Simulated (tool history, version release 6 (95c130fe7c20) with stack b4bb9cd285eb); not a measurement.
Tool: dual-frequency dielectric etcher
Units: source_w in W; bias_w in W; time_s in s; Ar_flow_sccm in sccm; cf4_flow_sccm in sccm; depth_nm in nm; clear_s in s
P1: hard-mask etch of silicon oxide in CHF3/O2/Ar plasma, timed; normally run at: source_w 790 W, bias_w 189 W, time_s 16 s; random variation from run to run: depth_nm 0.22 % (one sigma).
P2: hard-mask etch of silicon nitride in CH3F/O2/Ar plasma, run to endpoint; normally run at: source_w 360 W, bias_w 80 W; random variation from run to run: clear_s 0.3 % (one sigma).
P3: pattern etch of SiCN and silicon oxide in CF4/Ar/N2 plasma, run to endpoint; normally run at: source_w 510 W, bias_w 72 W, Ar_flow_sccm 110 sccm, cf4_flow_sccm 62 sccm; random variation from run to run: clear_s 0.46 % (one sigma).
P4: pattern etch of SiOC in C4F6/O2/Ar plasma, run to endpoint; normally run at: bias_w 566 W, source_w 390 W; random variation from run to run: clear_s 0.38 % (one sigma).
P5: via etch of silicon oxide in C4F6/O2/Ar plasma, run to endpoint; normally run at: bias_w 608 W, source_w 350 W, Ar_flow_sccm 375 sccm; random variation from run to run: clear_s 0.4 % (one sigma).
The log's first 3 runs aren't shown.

{"run": 4, "hour": 58.0, "process": "P3", "source_w": 510, "bias_w": 72, "Ar_flow_sccm": 65, "cf4_flow_sccm": 62, "clear_s": 14.133}
{"run": 5, "hour": 67.8, "process": "P1", "source_w": 790, "bias_w": 249, "time_s": 16, "depth_nm": 39.093}
{"run": 6, "hour": 83.1, "process": "P1", "source_w": 980, "bias_w": 189, "time_s": 9, "depth_nm": 21.66}
{"run": 7, "hour": 96.7, "process": "P1", "source_w": 790, "bias_w": 189, "time_s": 16, "depth_nm": 35.417}
{"run": 8, "hour": 107.8, "process": "P1", "source_w": 790, "bias_w": 189, "time_s": 16, "depth_nm": 35.491}
{"run": 9, "hour": 115.8, "process": "P4", "source_w": 230, "bias_w": 566, "clear_s": 19.05}
{"run": 10, "hour": 123.8, "process": "P5", "source_w": 490, "bias_w": 608, "Ar_flow_sccm": 375, "clear_s": 25.307}
{"run": 11, "hour": 131.7, "process": "P3", "source_w": 510, "bias_w": 72, "Ar_flow_sccm": 110, "cf4_flow_sccm": 62, "clear_s": 15.304}
{"run": 12, "hour": 143.1, "process": "P1", "source_w": 960, "bias_w": 189, "time_s": 16, "depth_nm": 38.188}
{"run": 13, "hour": 151.5, "process": "P1", "source_w": 790, "bias_w": 189, "time_s": 20, "depth_nm": 44.391}
{"run": 14, "hour": 160.9, "process": "P2", "source_w": 360, "bias_w": 80, "clear_s": 42.793}
{"run": 15, "hour": 175.2, "process": "P4", "source_w": 390, "bias_w": 424, "clear_s": 17.448}
{"run": 16, "hour": 189.3, "process": "P5", "source_w": 350, "bias_w": 608, "Ar_flow_sccm": 453, "clear_s": 29.035}
{"run": 17, "hour": 202.1, "process": "P1", "source_w": 790, "bias_w": 135, "time_s": 16, "depth_nm": 31.987}
{"run": 18, "hour": 209.3, "process": "P4", "source_w": 390, "bias_w": 566, "clear_s": 15.65}
{"run": 19, "hour": 219.6, "process": "P3", "source_w": 510, "bias_w": 72, "Ar_flow_sccm": 110, "cf4_flow_sccm": 36, "clear_s": 16.757}
{"run": 20, "hour": 228.5, "process": "P5", "source_w": 350, "bias_w": 608, "Ar_flow_sccm": 375, "clear_s": 28.521}
{"run": 21, "hour": 240.9, "process": "P2", "source_w": 360, "bias_w": 80, "clear_s": 42.499}
{"run": 22, "hour": 254.1, "process": "P1", "source_w": 500, "bias_w": 189, "time_s": 16, "depth_nm": 29.871}
{"run": 23, "hour": 265.0, "process": "P3", "source_w": 670, "bias_w": 72, "Ar_flow_sccm": 110, "cf4_flow_sccm": 62, "clear_s": 12.067}
{"run": 24, "hour": 278.6, "process": "P1", "source_w": 790, "bias_w": 189, "time_s": 9.5, "depth_nm": 21.118}
{"run": 25, "hour": 287.5, "process": "P3", "source_w": 510, "bias_w": 46, "Ar_flow_sccm": 110, "cf4_flow_sccm": 62, "clear_s": 17.875}
{"run": 26, "hour": 294.9, "process": "P1", "source_w": 790, "bias_w": 122, "time_s": 20.5, "depth_nm": 39.548}
{"run": 27, "hour": 308.5, "process": "P5", "source_w": 350, "bias_w": 731, "Ar_flow_sccm": 375, "clear_s": 26.493}

Forecast run 28:
{"run": 28, "hour": 324.0, "process": "P5", "source_w": 350, "bias_w": 608, "Ar_flow_sccm": 375, "clear_s": "?"}

{"run 28": {"clear_s": 28.612}}

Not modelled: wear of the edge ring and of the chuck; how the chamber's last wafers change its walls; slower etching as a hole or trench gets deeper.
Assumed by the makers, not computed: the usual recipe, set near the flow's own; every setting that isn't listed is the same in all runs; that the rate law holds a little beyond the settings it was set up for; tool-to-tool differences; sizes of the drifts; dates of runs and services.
